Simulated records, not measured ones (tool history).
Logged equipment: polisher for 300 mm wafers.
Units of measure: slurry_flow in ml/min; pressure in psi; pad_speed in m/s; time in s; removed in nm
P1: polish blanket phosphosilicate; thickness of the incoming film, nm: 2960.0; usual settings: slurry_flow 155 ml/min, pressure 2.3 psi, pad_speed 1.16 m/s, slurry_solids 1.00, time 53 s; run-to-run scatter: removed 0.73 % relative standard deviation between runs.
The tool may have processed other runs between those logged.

run	day	slurry_flow	pressure	pad_speed	slurry_solids	time	wafers polished on this pad	hours since the slurry nozzle was cleaned	hours since the head pressure was calibrated	hours since the slurry blender was calibrated	hours since the conditioning disc was replaced	removed
1	0.367	155	2.3	1.16	1.00	53	489	260.8	479.6	39.6	207.5	379.20
2	0.821	155	3.1	1.54	1.00	53	614	271.7	490.5	50.5	218.4	639.24
3	1.379	155	2.3	1.16	1.00	53	768	285.1	503.9	63.9	231.8	384.53
4	2.075	225	2.3	1.16	1.00	53	959	301.8	520.6	80.6	248.5	407.38
5	2.562	155	2.3	1.16	1.00	70	1093	313.5	532.3	92.3	260.2	503.13
6	3.142	155	2.3	1.16	1.45	53	1252	327.4	546.2	106.2	274.1	436.40
7	3.804	155	1.7	1.16	1.00	53	1434	343.3	562.1	122.1	290.0	277.27
8	4.488	155	2.3	1.16	1.00	53	1622	359.7	578.5	138.5	306.4	374.69
9	4.925	155	2.3	1.16	1.00	53	1742	370.2	589.0	149.0	316.9	381.09
10	5.554	155	2.3	0.58	0.65	53	1915	385.3	604.1	164.1	332.0	174.80
11	6.067	95	2.3	1.16	1.00	53	2055	397.6	616.4	176.4	344.3	348.46
12	6.621	155	3.5	1.16	1.00	53	2208	410.9	629.7	189.7	357.6	574.90
13	6.979	155	2.3	0.52	1.00	53	2306	419.5	638.3	198.3	366.2	199.65
14	7.388	155	2.3	1.16	1.00	34	2418	429.3	648.1	208.1	376.0	242.68
15	7.854	155	2.3	1.16	0.55	53	2547	440.5	659.3	219.3	387.2	275.47
16	8.508	155	2.3	1.16	1.00	53	2726	456.2	675.0	235.0	402.9	381.24
17	8.988	155	2.3	1.72	1.00	53	2858	467.7	686.5	246.5	414.4	523.22
18	9.504	155	2.3	1.16	1.00	53	3000	480.1	698.9	258.9	426.8	378.62
19	10.179	155	2.3	1.16	1.00	53	3185	496.3	715.1	275.1	443.0	370.02
20	10.783	155	2.3	1.16	1.00	53	3351	510.8	729.6	289.6	457.5	352.04
21	11.496	155	2.3	1.16	1.00	53	3547	527.9	746.7	306.7	474.6	351.08
# day 11.525: worn pad replaced by a new one
22	11.871	155	2.3	1.16	1.00	53	95	536.9	755.7	315.7	483.6	347.53
# day 12.221: slurry blender recalibrated
23	12.412	155	2.3	1.16	1.00	53	244	549.9	768.7	4.6	496.6	348.55
# day 12.575: conditioning disc replaced and pad reconditioned
24	12.825	155	2.3	1.16	1.00	53	357	559.8	778.6	14.5	6.0	345.46
25	13.383	155	2.3	1.16	1.00	53	511	573.2	792.0	27.9	19.4	340.85
26	13.933	155	2.3	1.16	1.00	53	662	586.4	805.2	41.1	32.6	341.32

What P1 gives has crept away from where it was. These 2 causes fit the log equally well, each at the size given:
A: head's pressure below its setpoint, % = 9.22
B: slurry flow missing at the pad, % = 37.2
The gradual shift began around day 9.504.
Other possible causes, and why each is ruled out:
removal rate lost through wear of the pad, %: serviced at day 11.525, after the change had begun; the process did not return to its earlier output
abrasive missing from the slurry, %: serviced at day 12.221, after the change had begun; the process did not return to its earlier output
time polished since the conditioner stopped cutting, s: serviced at day 12.575, after the change had begun; the process did not return to its earlier output

Each of the check runs listed below is run on 5 wafers and reports their average, with the results left as question marks. Pick the one under which the possible causes would lead to clearly different results.
check 1	14.483	155	2.3	1.16	1.00	42						?
check 2	14.483	155	2.3	1.16	0.75	53						?
check 3	14.483	215	2.3	1.16	1.00	53						?
check 4	14.483	155	2.3	0.56	0.55	53						?

What every check run would give for each of its results, assuming each possible cause in turn:
check	result	if A	if B
check 1	removed	273.53	273.49
check 2	removed	299.75	299.70
check 3	removed	361.84	370.98
check 4	removed	140.50	140.48
Per check, the gap between the least separated pair of causes, taken in the result that splits them most: check 1 0.02 %; check 2 0.02 %; check 3 2.5 %; check 4 0.02 %
The causes can be told apart only by check 3. The other checks would give nearly the same results under each of them.

Check 3 was then run and gave: removed 369.82 nm. Which cause is it?

It is B: slurry flow missing at the pad, %.
